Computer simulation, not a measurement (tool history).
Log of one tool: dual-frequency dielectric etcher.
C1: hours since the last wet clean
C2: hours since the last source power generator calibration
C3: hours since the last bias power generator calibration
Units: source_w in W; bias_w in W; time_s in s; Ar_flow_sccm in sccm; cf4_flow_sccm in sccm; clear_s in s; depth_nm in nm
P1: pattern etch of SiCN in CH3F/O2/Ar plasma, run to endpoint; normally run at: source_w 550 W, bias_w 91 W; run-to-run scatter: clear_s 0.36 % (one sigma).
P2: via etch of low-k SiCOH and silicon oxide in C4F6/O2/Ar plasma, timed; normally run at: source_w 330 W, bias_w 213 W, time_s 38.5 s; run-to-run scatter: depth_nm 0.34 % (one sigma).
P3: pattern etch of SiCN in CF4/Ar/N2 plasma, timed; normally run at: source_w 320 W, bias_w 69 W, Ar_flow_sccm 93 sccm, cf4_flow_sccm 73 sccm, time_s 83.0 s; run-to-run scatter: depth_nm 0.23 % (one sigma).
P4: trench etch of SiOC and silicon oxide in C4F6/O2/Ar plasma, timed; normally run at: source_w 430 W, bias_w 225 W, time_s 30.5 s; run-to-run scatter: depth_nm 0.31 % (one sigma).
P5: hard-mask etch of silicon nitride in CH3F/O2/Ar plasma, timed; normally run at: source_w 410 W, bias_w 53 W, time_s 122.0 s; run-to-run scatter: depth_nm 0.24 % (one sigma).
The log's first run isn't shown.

Run 2, hour 29.7: process P5, source_w 410 W, bias_w 53 W, time_s 122.0 s; C1 296.0; C2 1045.2; C3 1971.3. Result: depth_nm 78.417 nm.
Run 3, hour 38.5: process P4, source_w 430 W, bias_w 225 W, time_s 19.5 s; C1 304.8; C2 1054.0; C3 1980.1. Result: depth_nm 43.230 nm.
Run 4, hour 47.4: process P1, source_w 550 W, bias_w 91 W; C1 313.7; C2 1062.9; C3 1989.0. Result: clear_s 25.101 s.
At hour 50.4: wet clean of the chamber.
Run 5, hour 57.9: process P2, source_w 450 W, bias_w 213 W, time_s 38.5 s; C1 7.6; C2 1073.4; C3 1999.5. Result: depth_nm 102.600 nm.
Run 6, hour 69.4: process P1, source_w 390 W, bias_w 91 W; C1 19.1; C2 1084.9; C3 2011.0. Result: clear_s 28.397 s.
Run 7, hour 82.8: process P5, source_w 540 W, bias_w 53 W, time_s 122.0 s; C1 32.5; C2 1098.3; C3 2024.4. Result: depth_nm 86.999 nm.
Run 8, hour 95.1: process P1, source_w 550 W, bias_w 57 W; C1 44.8; C2 1110.6; C3 2036.7. Result: clear_s 29.270 s.
Run 9, hour 101.9: process P5, source_w 410 W, bias_w 38 W, time_s 122.0 s; C1 51.6; C2 1117.4; C3 2043.5. Result: depth_nm 70.874 nm.
Run 10, hour 111.7: process P3, source_w 320 W, bias_w 69 W, time_s 83.0 s, Ar_flow_sccm 93 sccm, cf4_flow_sccm 73 sccm; C1 61.4; C2 1127.2; C3 2053.3. Result: depth_nm 51.076 nm.
Run 11, hour 120.8: process P1, source_w 670 W, bias_w 91 W; C1 70.5; C2 1136.3; C3 2062.4. Result: clear_s 23.206 s.
Run 12, hour 134.2: process P1, source_w 370 W, bias_w 68 W; C1 83.9; C2 1149.7; C3 2075.8. Result: clear_s 32.007 s.
Run 13, hour 148.7: process P1, source_w 330 W, bias_w 109 W; C1 98.4; C2 1164.2; C3 2090.3. Result: clear_s 28.272 s.
Run 14, hour 161.7: process P2, source_w 330 W, bias_w 146 W, time_s 38.5 s; C1 111.4; C2 1177.2; C3 2103.3. Result: depth_nm 80.743 nm.
Run 15, hour 172.3: process P5, source_w 410 W, bias_w 53 W, time_s 122.0 s; C1 122.0; C2 1187.8; C3 2113.9. Result: depth_nm 78.524 nm.
Run 16, hour 179.1: process P2, source_w 330 W, bias_w 213 W, time_s 48.5 s; C1 128.8; C2 1194.6; C3 2120.7. Result: depth_nm 114.270 nm.
Run 17, hour 194.1: process P4, source_w 320 W, bias_w 225 W, time_s 30.5 s; C1 143.8; C2 1209.6; C3 2135.7. Result: depth_nm 60.369 nm.
Run 18, hour 207.0: process P3, source_w 320 W, bias_w 69 W, time_s 123.0 s, Ar_flow_sccm 93 sccm, cf4_flow_sccm 73 sccm; C1 156.7; C2 1222.5; C3 2148.6. Result: depth_nm 75.550 nm.
Run 19, hour 215.7: process P1, source_w 710 W, bias_w 108 W; C1 165.4; C2 1231.2; C3 2157.3. Result: clear_s 21.408 s.
Run 20, hour 223.2: process P1, source_w 550 W, bias_w 91 W; C1 172.9; C2 1238.7; C3 2164.8. Result: clear_s 25.053 s.
Run 21, hour 235.4: process P4, source_w 430 W, bias_w 134 W, time_s 30.5 s; C1 185.1; C2 1250.9; C3 2177.0. Result: depth_nm 57.750 nm.
Run 22, hour 245.9: process P2, source_w 330 W, bias_w 213 W, time_s 38.5 s; C1 195.6; C2 1261.4; C3 2187.5. Result: depth_nm 90.366 nm.
Run 23, hour 257.1: process P3, source_w 200 W, bias_w 69 W, time_s 83.0 s, Ar_flow_sccm 93 sccm, cf4_flow_sccm 73 sccm; C1 206.8; C2 1272.6; C3 2198.7. Result: depth_nm 33.832 nm.
Run 24, hour 270.4: process P5, source_w 410 W, bias_w 53 W, time_s 178.0 s; C1 220.1; C2 1285.9; C3 2212.0. Result: depth_nm 114.530 nm.
Run 25, hour 277.0: process P4, source_w 430 W, bias_w 225 W, time_s 30.5 s; C1 226.7; C2 1292.5; C3 2218.6. Result: depth_nm 67.722 nm.
Run 26, hour 291.8: process P3, source_w 320 W, bias_w 90 W, time_s 83.0 s, Ar_flow_sccm 93 sccm, cf4_flow_sccm 73 sccm; C1 241.5; C2 1307.3; C3 2233.4. Result: depth_nm 55.796 nm.

Forecast run 27:
Run 27, hour 304.9: process P3, source_w 320 W, bias_w 69 W, time_s 83.0 s, Ar_flow_sccm 93 sccm, cf4_flow_sccm 73 sccm; C1 254.6; C2 1320.4; C3 2246.5. Result: depth_nm ?.

depth_nm: 50.894 nm
